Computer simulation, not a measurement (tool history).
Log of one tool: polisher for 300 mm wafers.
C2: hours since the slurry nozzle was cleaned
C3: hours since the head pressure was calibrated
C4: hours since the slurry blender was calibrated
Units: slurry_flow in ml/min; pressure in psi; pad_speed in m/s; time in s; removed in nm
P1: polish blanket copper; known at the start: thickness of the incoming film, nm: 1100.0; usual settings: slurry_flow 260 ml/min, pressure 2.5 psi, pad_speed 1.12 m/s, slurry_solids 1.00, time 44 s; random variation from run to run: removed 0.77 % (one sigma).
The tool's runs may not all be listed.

{"run": 1, "hour": 13.8, "slurry_flow": 260, "pressure": 2.5, "pad_speed": 1.12, "slurry_solids": 1.0, "time": 44, "wafers polished on this pad": 557, "C2": 368.4, "C3": 373.3, "C4": 210.4, "removed": 134.42}
{"run": 2, "hour": 31.2, "slurry_flow": 260, "pressure": 2.5, "pad_speed": 1.12, "slurry_solids": 0.5, "time": 44, "wafers polished on this pad": 734, "C2": 385.8, "C3": 390.7, "C4": 227.8, "removed": 116.32}
{"hour": 40.3, "done": "head pressure recalibrated"}
{"run": 3, "hour": 47.7, "slurry_flow": 260, "pressure": 2.5, "pad_speed": 1.12, "slurry_solids": 1.25, "time": 44, "wafers polished on this pad": 902, "C2": 402.3, "C3": 7.5, "C4": 244.3, "removed": 140.24}
{"run": 4, "hour": 59.2, "slurry_flow": 155, "pressure": 2.5, "pad_speed": 1.12, "slurry_solids": 1.0, "time": 44, "wafers polished on this pad": 1019, "C2": 413.8, "C3": 19.0, "C4": 255.8, "removed": 124.23}
{"run": 5, "hour": 70.1, "slurry_flow": 260, "pressure": 2.5, "pad_speed": 0.68, "slurry_solids": 1.2, "time": 44, "wafers polished on this pad": 1130, "C2": 424.7, "C3": 29.9, "C4": 266.7, "removed": 84.695}
{"run": 6, "hour": 81.5, "slurry_flow": 175, "pressure": 3.7, "pad_speed": 1.12, "slurry_solids": 1.0, "time": 44, "wafers polished on this pad": 1246, "C2": 436.1, "C3": 41.3, "C4": 278.1, "removed": 187.91}
{"run": 7, "hour": 91.9, "slurry_flow": 365, "pressure": 2.5, "pad_speed": 1.12, "slurry_solids": 1.0, "time": 44, "wafers polished on this pad": 1352, "C2": 446.5, "C3": 51.7, "C4": 288.5, "removed": 137.89}
{"run": 8, "hour": 105.2, "slurry_flow": 260, "pressure": 2.5, "pad_speed": 1.12, "slurry_solids": 1.0, "time": 44, "wafers polished on this pad": 1487, "C2": 459.8, "C3": 65.0, "C4": 301.8, "removed": 135.25}
{"run": 9, "hour": 116.6, "slurry_flow": 260, "pressure": 2.5, "pad_speed": 0.66, "slurry_solids": 1.0, "time": 44, "wafers polished on this pad": 1603, "C2": 471.2, "C3": 76.4, "C4": 313.2, "removed": 79.335}
{"run": 10, "hour": 129.6, "slurry_flow": 260, "pressure": 2.5, "pad_speed": 1.12, "slurry_solids": 1.0, "time": 67, "wafers polished on this pad": 1736, "C2": 484.2, "C3": 89.4, "C4": 326.2, "removed": 205.14}
{"run": 11, "hour": 141.2, "slurry_flow": 260, "pressure": 2.5, "pad_speed": 1.12, "slurry_solids": 1.0, "time": 44, "wafers polished on this pad": 1854, "C2": 495.8, "C3": 101.0, "C4": 337.8, "removed": 136.3}
{"run": 12, "hour": 150.7, "slurry_flow": 260, "pressure": 2.5, "pad_speed": 1.12, "slurry_solids": 1.0, "time": 44, "wafers polished on this pad": 1950, "C2": 505.3, "C3": 110.5, "C4": 347.3, "removed": 133.64}
{"run": 13, "hour": 166.9, "slurry_flow": 260, "pressure": 1.1, "pad_speed": 1.12, "slurry_solids": 1.0, "time": 44, "wafers polished on this pad": 2115, "C2": 521.5, "C3": 126.7, "C4": 363.5, "removed": 58.909}
{"run": 14, "hour": 179.8, "slurry_flow": 260, "pressure": 2.5, "pad_speed": 1.12, "slurry_solids": 1.0, "time": 20, "wafers polished on this pad": 2247, "C2": 534.4, "C3": 139.6, "C4": 376.4, "removed": 60.847}
{"run": 15, "hour": 190.5, "slurry_flow": 260, "pressure": 3.5, "pad_speed": 1.12, "slurry_solids": 1.0, "time": 44, "wafers polished on this pad": 2356, "C2": 545.1, "C3": 150.3, "C4": 387.1, "removed": 187.46}
{"run": 16, "hour": 201.9, "slurry_flow": 260, "pressure": 2.5, "pad_speed": 1.66, "slurry_solids": 1.0, "time": 44, "wafers polished on this pad": 2472, "C2": 556.5, "C3": 161.7, "C4": 398.5, "removed": 199.23}
{"run": 17, "hour": 210.7, "slurry_flow": 260, "pressure": 2.5, "pad_speed": 1.12, "slurry_solids": 1.0, "time": 44, "wafers polished on this pad": 2561, "C2": 565.3, "C3": 170.5, "C4": 407.3, "removed": 134.09}
{"run": 18, "hour": 220.9, "slurry_flow": 260, "pressure": 2.5, "pad_speed": 1.12, "slurry_solids": 1.0, "time": 44, "wafers polished on this pad": 2665, "C2": 575.5, "C3": 180.7, "C4": 417.5, "removed": 132.69}
{"run": 19, "hour": 231.0, "slurry_flow": 260, "pressure": 2.5, "pad_speed": 1.12, "slurry_solids": 1.0, "time": 44, "wafers polished on this pad": 2768, "C2": 585.6, "C3": 190.8, "C4": 427.6, "removed": 133.45}
{"run": 20, "hour": 249.6, "slurry_flow": 260, "pressure": 2.5, "pad_speed": 1.12, "slurry_solids": 1.0, "time": 44, "wafers polished on this pad": 2957, "C2": 604.2, "C3": 209.4, "C4": 446.2, "removed": 129.58}
{"run": 21, "hour": 263.0, "slurry_flow": 260, "pressure": 2.5, "pad_speed": 1.12, "slurry_solids": 1.0, "time": 44, "wafers polished on this pad": 3094, "C2": 617.6, "C3": 222.8, "C4": 459.6, "removed": 130.24}
{"hour": 267.7, "done": "worn pad replaced by a new one"}
{"run": 22, "hour": 272.6, "slurry_flow": 260, "pressure": 2.5, "pad_speed": 1.12, "slurry_solids": 1.0, "time": 44, "wafers polished on this pad": 50, "C2": 627.2, "C3": 232.4, "C4": 469.2, "removed": 129.35}
{"run": 23, "hour": 283.8, "slurry_flow": 260, "pressure": 2.5, "pad_speed": 1.12, "slurry_solids": 1.0, "time": 44, "wafers polished on this pad": 164, "C2": 638.4, "C3": 243.6, "C4": 480.4, "removed": 128.86}
{"hour": 294.7, "done": "head pressure recalibrated"}
{"run": 24, "hour": 302.1, "slurry_flow": 260, "pressure": 2.5, "pad_speed": 1.12, "slurry_solids": 1.0, "time": 44, "wafers polished on this pad": 350, "C2": 656.7, "C3": 7.4, "C4": 498.7, "removed": 129.9}
{"run": 25, "hour": 310.5, "slurry_flow": 260, "pressure": 2.5, "pad_speed": 1.12, "slurry_solids": 1.0, "time": 44, "wafers polished on this pad": 436, "C2": 665.1, "C3": 15.8, "C4": 507.1, "removed": 128.58}
{"run": 26, "hour": 325.9, "slurry_flow": 260, "pressure": 2.5, "pad_speed": 1.12, "slurry_solids": 1.0, "time": 44, "wafers polished on this pad": 593, "C2": 680.5, "C3": 31.2, "C4": 522.5, "removed": 128.91}
{"run": 27, "hour": 334.6, "slurry_flow": 260, "pressure": 2.5, "pad_speed": 1.12, "slurry_solids": 1.0, "time": 44, "wafers polished on this pad": 681, "C2": 689.2, "C3": 39.9, "C4": 531.2, "removed": 125.92}
{"run": 28, "hour": 345.0, "slurry_flow": 260, "pressure": 2.5, "pad_speed": 1.12, "slurry_solids": 1.0, "time": 44, "wafers polished on this pad": 787, "C2": 699.6, "C3": 50.3, "C4": 541.6, "removed": 128.71}

What P1 gives has crept away from where it was. These 2 causes fit the log equally well, each at the size given:
A: abrasive missing from the slurry, % = 20.9
B: slurry flow missing at the pad, % = 32.6
The creep began at about hour 220.9.
Why every other cause is out:
removal rate lost through wear of the pad, %: serviced at hour 267.7, which brought nothing back
head's pressure below its setpoint, %: serviced at hour 294.7, which brought nothing back

4 check runs are offered, each on 5 wafers whose results are averaged, their results left as question marks. Which one tells the causes apart?
{"run": "check 1", "hour": 355.4, "slurry_flow": 260, "pressure": 3.4, "pad_speed": 1.38, "slurry_solids": 1.0, "time": 44, "removed": "?"}
{"run": "check 2", "hour": 355.4, "slurry_flow": 165, "pressure": 2.5, "pad_speed": 1.12, "slurry_solids": 1.0, "time": 26, "removed": "?"}
{"run": "check 3", "hour": 355.4, "slurry_flow": 260, "pressure": 3.3, "pad_speed": 0.86, "slurry_solids": 1.0, "time": 44, "removed": "?"}
{"run": "check 4", "hour": 355.4, "slurry_flow": 260, "pressure": 1.5, "pad_speed": 1.12, "slurry_solids": 1.0, "time": 64, "removed": "?"}

What each check would give under each cause:
check=check_1 result=removed if_A=213.900 if_B=213.890
check=check_2 result=removed if_A=71.112 if_B=69.279
check=check_3 result=removed if_A=129.380 if_B=129.370
check=check_4 result=removed if_A=111.400 if_B=111.390
How far apart the two closest causes lie, in the result that separates them most: check 1 0 %; check 2 2.61 %; check 3 0 %; check 4 0 %
Check 2 tells the causes apart: in the others they would give nearly the same result.

Check 2 was then run and gave: removed 71.033 nm. Which cause is it?

It is A: abrasive missing from the slurry, %.
